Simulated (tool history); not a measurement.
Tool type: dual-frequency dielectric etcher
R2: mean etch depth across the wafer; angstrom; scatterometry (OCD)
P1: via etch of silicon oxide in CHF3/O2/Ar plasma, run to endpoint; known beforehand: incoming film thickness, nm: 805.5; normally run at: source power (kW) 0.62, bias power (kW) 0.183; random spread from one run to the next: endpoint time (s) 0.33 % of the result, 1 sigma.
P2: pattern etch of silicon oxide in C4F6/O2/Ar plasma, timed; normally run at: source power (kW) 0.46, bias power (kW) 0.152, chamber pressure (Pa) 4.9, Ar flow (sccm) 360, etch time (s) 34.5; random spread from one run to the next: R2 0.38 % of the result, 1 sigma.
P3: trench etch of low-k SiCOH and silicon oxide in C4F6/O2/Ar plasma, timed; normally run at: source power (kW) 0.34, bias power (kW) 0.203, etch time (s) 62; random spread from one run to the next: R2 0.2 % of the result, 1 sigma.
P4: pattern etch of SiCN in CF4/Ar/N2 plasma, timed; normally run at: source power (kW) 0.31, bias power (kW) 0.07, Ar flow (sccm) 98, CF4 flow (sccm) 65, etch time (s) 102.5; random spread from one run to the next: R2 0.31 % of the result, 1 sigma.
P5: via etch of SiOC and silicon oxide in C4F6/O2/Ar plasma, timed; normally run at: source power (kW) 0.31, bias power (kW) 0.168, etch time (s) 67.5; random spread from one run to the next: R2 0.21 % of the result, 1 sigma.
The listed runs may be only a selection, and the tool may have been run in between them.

Run 1, hour 6.3: process that ran P1, source power (kW) 0.62, bias power (kW) 0.183. Result: endpoint time (s) 392.19.
Run 2, hour 13.7: process that ran P1, source power (kW) 0.37, bias power (kW) 0.236. Result: endpoint time (s) 435.41.
Run 3, hour 26.4: process that ran P2, source power (kW) 0.46, bias power (kW) 0.152, chamber pressure (Pa) 4.9, Ar flow (sccm) 265, etch time (s) 34.5. Result: R2 1107.7 angstrom.
Run 4, hour 34.8: process that ran P1, source power (kW) 0.62, bias power (kW) 0.183. Result: endpoint time (s) 392.62.
Run 5, hour 44.3: process that ran P3, source power (kW) 0.34, bias power (kW) 0.165, etch time (s) 62. Result: R2 1834.5 angstrom.
Run 6, hour 57.6: process that ran P1, source power (kW) 0.62, bias power (kW) 0.183. Result: endpoint time (s) 390.85.
Run 7, hour 71.4: process that ran P1, source power (kW) 0.62, bias power (kW) 0.183. Result: endpoint time (s) 392.6.
Run 8, hour 80.2: process that ran P2, source power (kW) 0.46, bias power (kW) 0.152, chamber pressure (Pa) 6.5, Ar flow (sccm) 360, etch time (s) 34.5. Result: R2 1034.4 angstrom.
Run 9, hour 92.5: process that ran P4, source power (kW) 0.41, bias power (kW) 0.07, Ar flow (sccm) 98, etch time (s) 102.5, CF4 flow (sccm) 65. Result: R2 805.09 angstrom.
Run 10, hour 102.6: process that ran P5, source power (kW) 0.31, bias power (kW) 0.168, etch time (s) 67.5. Result: R2 678.25 angstrom.
Run 11, hour 114.6: process that ran P1, source power (kW) 0.47, bias power (kW) 0.251. Result: endpoint time (s) 388.44.
At hour 119.8: source power generator calibrated.
Run 12, hour 121.3: process that ran P1, source power (kW) 0.62, bias power (kW) 0.183. Result: endpoint time (s) 392.31.
Run 13, hour 131.8: process that ran P2, source power (kW) 0.46, bias power (kW) 0.152, chamber pressure (Pa) 4.9, Ar flow (sccm) 360, etch time (s) 34.5. Result: R2 1066.9 angstrom.
Run 14, hour 138.5: process that ran P2, source power (kW) 0.46, bias power (kW) 0.152, chamber pressure (Pa) 4.9, Ar flow (sccm) 360, etch time (s) 46. Result: R2 1432.4 angstrom.
Run 15, hour 148.5: process that ran P1, source power (kW) 0.46, bias power (kW) 0.183. Result: endpoint time (s) 439.85.
Run 16, hour 159.6: process that ran P4, source power (kW) 0.31, bias power (kW) 0.07, Ar flow (sccm) 98, etch time (s) 65.5, CF4 flow (sccm) 65. Result: R2 403.73 angstrom.
Run 17, hour 172.7: process that ran P1, source power (kW) 0.79, bias power (kW) 0.138. Result: endpoint time (s) 391.82.
Run 18, hour 186.3: process that ran P4, source power (kW) 0.31, bias power (kW) 0.07, Ar flow (sccm) 98, etch time (s) 102.5, CF4 flow (sccm) 88. Result: R2 659.4 angstrom.
Run 19, hour 198.8: process that ran P4, source power (kW) 0.31, bias power (kW) 0.088, Ar flow (sccm) 98, etch time (s) 102.5, CF4 flow (sccm) 65. Result: R2 683.42 angstrom.
Run 20, hour 208.6: process that ran P2, source power (kW) 0.62, bias power (kW) 0.152, chamber pressure (Pa) 4.9, Ar flow (sccm) 360, etch time (s) 34.5. Result: R2 1198.3 angstrom.
Run 21, hour 214.7: process that ran P3, source power (kW) 0.25, bias power (kW) 0.203, etch time (s) 62. Result: R2 1745.1 angstrom.
Run 22, hour 222: process that ran P5, source power (kW) 0.31, bias power (kW) 0.168, etch time (s) 86. Result: R2 861.6 angstrom.
Run 23, hour 230.8: process that ran P1, source power (kW) 0.62, bias power (kW) 0.183. Result: endpoint time (s) 392.3.
Run 24, hour 243.6: process that ran P1, source power (kW) 0.77, bias power (kW) 0.183. Result: endpoint time (s) 361.61.
Run 25, hour 253.4: process that ran P3, source power (kW) 0.34, bias power (kW) 0.203, etch time (s) 62. Result: R2 1955.1 angstrom.
Run 26, hour 267.2: process that ran P5, source power (kW) 0.31, bias power (kW) 0.2, etch time (s) 67.5. Result: R2 719.68 angstrom.
Run 27, hour 273.2: process that ran P5, source power (kW) 0.31, bias power (kW) 0.168, etch time (s) 67.5. Result: R2 680.04 angstrom.
Run 28, hour 286.8: process that ran P3, source power (kW) 0.34, bias power (kW) 0.203, etch time (s) 62. Result: R2 1960.8 angstrom.
Run 29, hour 294.6: process that ran P1, source power (kW) 0.62, bias power (kW) 0.135. Result: endpoint time (s) 434.81.
Run 30, hour 302.2: process that ran P4, source power (kW) 0.31, bias power (kW) 0.07, Ar flow (sccm) 63, etch time (s) 102.5, CF4 flow (sccm) 65. Result: R2 668.18 angstrom.
Run 31, hour 312.5: process that ran P1, source power (kW) 0.62, bias power (kW) 0.24. Result: endpoint time (s) 355.92.
Run 32, hour 324.5: process that ran P1, source power (kW) 0.62, bias power (kW) 0.183. Result: endpoint time (s) 393.72.
Run 33, hour 332.5: process that ran P5, source power (kW) 0.25, bias power (kW) 0.168, etch time (s) 67.5. Result: R2 623.36 angstrom.
Run 34, hour 343.2: process that ran P2, source power (kW) 0.46, bias power (kW) 0.093, chamber pressure (Pa) 4.9, Ar flow (sccm) 360, etch time (s) 34.5. Result: R2 932.77 angstrom.
Run 35, hour 349.4: process that ran P4, source power (kW) 0.31, bias power (kW) 0.07, Ar flow (sccm) 98, etch time (s) 102.5, CF4 flow (sccm) 65. Result: R2 628.97 angstrom.
Run 36, hour 355.8: process that ran P3, source power (kW) 0.34, bias power (kW) 0.203, etch time (s) 34.5. Result: R2 1094.8 angstrom.
Run 37, hour 364.6: process that ran P1, source power (kW) 0.62, bias power (kW) 0.183. Result: endpoint time (s) 390.99.
Run 38, hour 374.2: process that ran P1, source power (kW) 0.62, bias power (kW) 0.183. Result: endpoint time (s) 394.9.
Run 39, hour 387.7: process that ran P1, source power (kW) 0.62, bias power (kW) 0.183. Result: endpoint time (s) 395.84.
Run 40, hour 400.2: process that ran P1, source power (kW) 0.62, bias power (kW) 0.183. Result: endpoint time (s) 395.38.

Predict the results of run 41:
Run 41, hour 410.5: process that ran P1, source power (kW) 0.62, bias power (kW) 0.183. Result: endpoint time (s) ?.

{"run 41": {"endpoint time (s)": 399.45}}
